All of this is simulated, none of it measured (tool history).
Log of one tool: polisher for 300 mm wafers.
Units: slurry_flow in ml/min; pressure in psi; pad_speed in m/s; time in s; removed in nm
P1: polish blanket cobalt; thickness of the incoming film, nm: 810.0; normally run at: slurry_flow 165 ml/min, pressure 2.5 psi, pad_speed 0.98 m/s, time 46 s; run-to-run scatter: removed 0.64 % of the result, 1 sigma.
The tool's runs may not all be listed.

| run | hour | slurry_flow | pressure | pad_speed | time | wafers polished on this pad | hours since the slurry nozzle was cleaned | hours since the head pressure was calibrated | removed |
|---|---|---|---|---|---|---|---|---|---|
| 1 | 10.5 | 165 | 2.5 | 0.98 | 46 | 917 | 251.6 | 267.8 | 318.92 |
| 2 | 21.7 | 165 | 2.5 | 0.98 | 46 | 996 | 262.8 | 279.0 | 312.78 |
| 3 | 36.1 | 100 | 2.5 | 0.98 | 46 | 1096 | 277.2 | 293.4 | 287.37 |
| 4 | 54.4 | 165 | 3.7 | 0.98 | 46 | 1224 | 295.5 | 311.7 | 470.14 |
| 5 | 63.1 | 165 | 2.5 | 0.98 | 67 | 1285 | 304.2 | 320.4 | 458.92 |
| 6 | 78.5 | 165 | 2.5 | 0.98 | 46 | 1392 | 319.6 | 335.8 | 315.28 |
| 7 | 95.7 | 165 | 2.5 | 0.54 | 46 | 1513 | 336.8 | 353.0 | 174.43 |
| 8 | 111.7 | 240 | 2.5 | 0.98 | 46 | 1624 | 352.8 | 369.0 | 329.64 |
| 9 | 123.7 | 165 | 1.6 | 0.98 | 46 | 1708 | 364.8 | 381.0 | 203.39 |
|  | 133.3 | worn pad replaced by a new one |
| 10 | 139.8 | 165 | 2.5 | 1.40 | 46 | 45 | 380.9 | 397.1 | 450.87 |
| 11 | 151.7 | 165 | 2.5 | 0.98 | 46 | 128 | 392.8 | 409.0 | 314.40 |
| 12 | 166.9 | 165 | 1.1 | 1.48 | 46 | 235 | 408.0 | 424.2 | 207.25 |
| 13 | 175.1 | 245 | 2.5 | 0.98 | 32 | 292 | 416.2 | 432.4 | 229.95 |
| 14 | 192.5 | 165 | 2.5 | 0.98 | 46 | 413 | 433.6 | 449.8 | 314.76 |
| 15 | 201.6 | 165 | 2.5 | 0.98 | 34 | 477 | 442.7 | 458.9 | 234.02 |
| 16 | 216.8 | 165 | 2.5 | 0.98 | 46 | 583 | 457.9 | 474.1 | 317.47 |
| 17 | 225.2 | 165 | 2.5 | 0.98 | 46 | 642 | 466.3 | 482.5 | 311.39 |
| 18 | 237.5 | 165 | 2.5 | 0.98 | 46 | 728 | 478.6 | 494.8 | 300.95 |

The next listed run, before its measurement:
| 19 | 251.7 | 165 | 2.5 | 0.98 | 46 | 827 | 492.8 | 509.0 | ? |

removed: 292.90 nm
